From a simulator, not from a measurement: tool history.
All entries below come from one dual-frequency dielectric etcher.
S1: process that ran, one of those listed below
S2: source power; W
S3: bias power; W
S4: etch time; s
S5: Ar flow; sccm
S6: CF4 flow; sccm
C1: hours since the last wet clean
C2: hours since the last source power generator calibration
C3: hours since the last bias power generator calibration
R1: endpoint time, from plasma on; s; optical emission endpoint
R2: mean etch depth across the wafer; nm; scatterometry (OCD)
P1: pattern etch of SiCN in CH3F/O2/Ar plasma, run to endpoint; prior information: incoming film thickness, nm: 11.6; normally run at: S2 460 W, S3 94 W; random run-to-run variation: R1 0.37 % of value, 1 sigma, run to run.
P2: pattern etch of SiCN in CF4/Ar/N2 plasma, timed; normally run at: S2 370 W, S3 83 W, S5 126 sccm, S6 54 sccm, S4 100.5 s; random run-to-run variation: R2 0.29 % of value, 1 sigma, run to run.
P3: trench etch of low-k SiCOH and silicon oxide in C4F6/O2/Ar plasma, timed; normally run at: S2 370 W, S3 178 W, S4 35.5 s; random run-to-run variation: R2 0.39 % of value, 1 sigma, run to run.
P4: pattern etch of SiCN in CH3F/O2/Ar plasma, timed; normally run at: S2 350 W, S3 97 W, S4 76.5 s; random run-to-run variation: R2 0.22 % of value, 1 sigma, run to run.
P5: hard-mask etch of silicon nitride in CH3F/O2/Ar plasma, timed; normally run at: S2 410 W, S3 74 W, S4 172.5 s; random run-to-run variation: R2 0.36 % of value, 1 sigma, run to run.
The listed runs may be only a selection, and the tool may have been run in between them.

run 1 hour=9.8 | S1=P1 S2=460 S3=94 | C1=239.3 C2=3439.9 C3=1208.4 | R1=26.361
run 2 hour=17.4 | S1=P3 S2=370 S3=126 S4=35.5 | C1=246.9 C2=3447.5 C3=1216 | R2=97.276
run 3 hour=27.3 | S1=P4 S2=350 S3=97 S4=109 | C1=256.8 C2=3457.4 C3=1225.9 | R2=42.16
run 4 hour=35.7 | S1=P1 S2=460 S3=94 | C1=265.2 C2=3465.8 C3=1234.3 | R1=26.601
run 5 hour=47.3 | S1=P5 S2=410 S3=74 S4=126.5 | C1=276.8 C2=3477.4 C3=1245.9 | R2=88.53
run 6 hour=53.6 | S1=P1 S2=460 S3=94 | C1=283.1 C2=3483.7 C3=1252.2 | R1=26.42
run 7 hour=61.6 | S1=P3 S2=510 S3=178 S4=35.5 | C1=291.1 C2=3491.7 C3=1260.2 | R2=121.38
run 8 hour=72.6 | S1=P5 S2=290 S3=74 S4=172.5 | C1=302.1 C2=3502.7 C3=1271.2 | R2=106.73
-- hour=79.8 bias power generator calibrated
run 9 hour=80.1 | S1=P4 S2=240 S3=97 S4=76.5 | C1=309.6 C2=3510.2 C3=0.3 | R2=25.827
run 10 hour=91 | S1=P3 S2=370 S3=178 S4=35.5 | C1=320.5 C2=3521.1 C3=11.2 | R2=107.59
-- hour=97.8 source power generator calibrated
run 11 hour=98.4 | S1=P4 S2=350 S3=97 S4=76.5 | C1=327.9 C2=0.7 C3=18.6 | R2=29.559
run 12 hour=106.1 | S1=P5 S2=410 S3=74 S4=172.5 | C1=335.6 C2=8.4 C3=26.3 | R2=121.24
run 13 hour=117.7 | S1=P1 S2=460 S3=94 | C1=347.2 C2=20 C3=37.9 | R1=26.546
run 14 hour=129.5 | S1=P3 S2=370 S3=178 S4=35.5 | C1=359 C2=31.8 C3=49.7 | R2=108.26
run 15 hour=140.6 | S1=P2 S2=370 S3=83 S4=100.5 S5=126 S6=54 | C1=370.1 C2=42.9 C3=60.8 | R2=72.157
run 16 hour=152 | S1=P4 S2=350 S3=97 S4=76.5 | C1=381.5 C2=54.3 C3=72.2 | R2=29.652
run 17 hour=163.1 | S1=P2 S2=370 S3=83 S4=100.5 S5=174 S6=54 | C1=392.6 C2=65.4 C3=83.3 | R2=68.752
run 18 hour=173.7 | S1=P1 S2=460 S3=94 | C1=403.2 C2=76 C3=93.9 | R1=26.511
run 19 hour=185.9 | S1=P1 S2=360 S3=94 | C1=415.4 C2=88.2 C3=106.1 | R1=28.766
run 20 hour=195.9 | S1=P1 S2=630 S3=94 | C1=425.4 C2=98.2 C3=116.1 | R1=23.553
run 21 hour=202.4 | S1=P2 S2=370 S3=83 S4=66.5 S5=126 S6=54 | C1=431.9 C2=104.7 C3=122.6 | R2=47.981
run 22 hour=213.6 | S1=P3 S2=370 S3=178 S4=19.5 | C1=443.1 C2=115.9 C3=133.8 | R2=59.257
-- hour=220.1 wet clean of the chamber
run 23 hour=223.6 | S1=P5 S2=410 S3=99 S4=172.5 | C1=3.5 C2=125.9 C3=143.8 | R2=135.06
run 24 hour=233.1 | S1=P2 S2=370 S3=67 S4=100.5 S5=126 S6=54 | C1=13 C2=135.4 C3=153.3 | R2=66.752
run 25 hour=243.2 | S1=P4 S2=350 S3=73 S4=76.5 | C1=23.1 C2=145.5 C3=163.4 | R2=26.75

What does the tool deliver on the next run?
run 26 hour=255.6 | S1=P2 S2=290 S3=83 S4=100.5 S5=126 S6=54 | C1=35.5 C2=157.9 C3=175.8 | R2=?

{"run 26": {"R2": 58.725}}
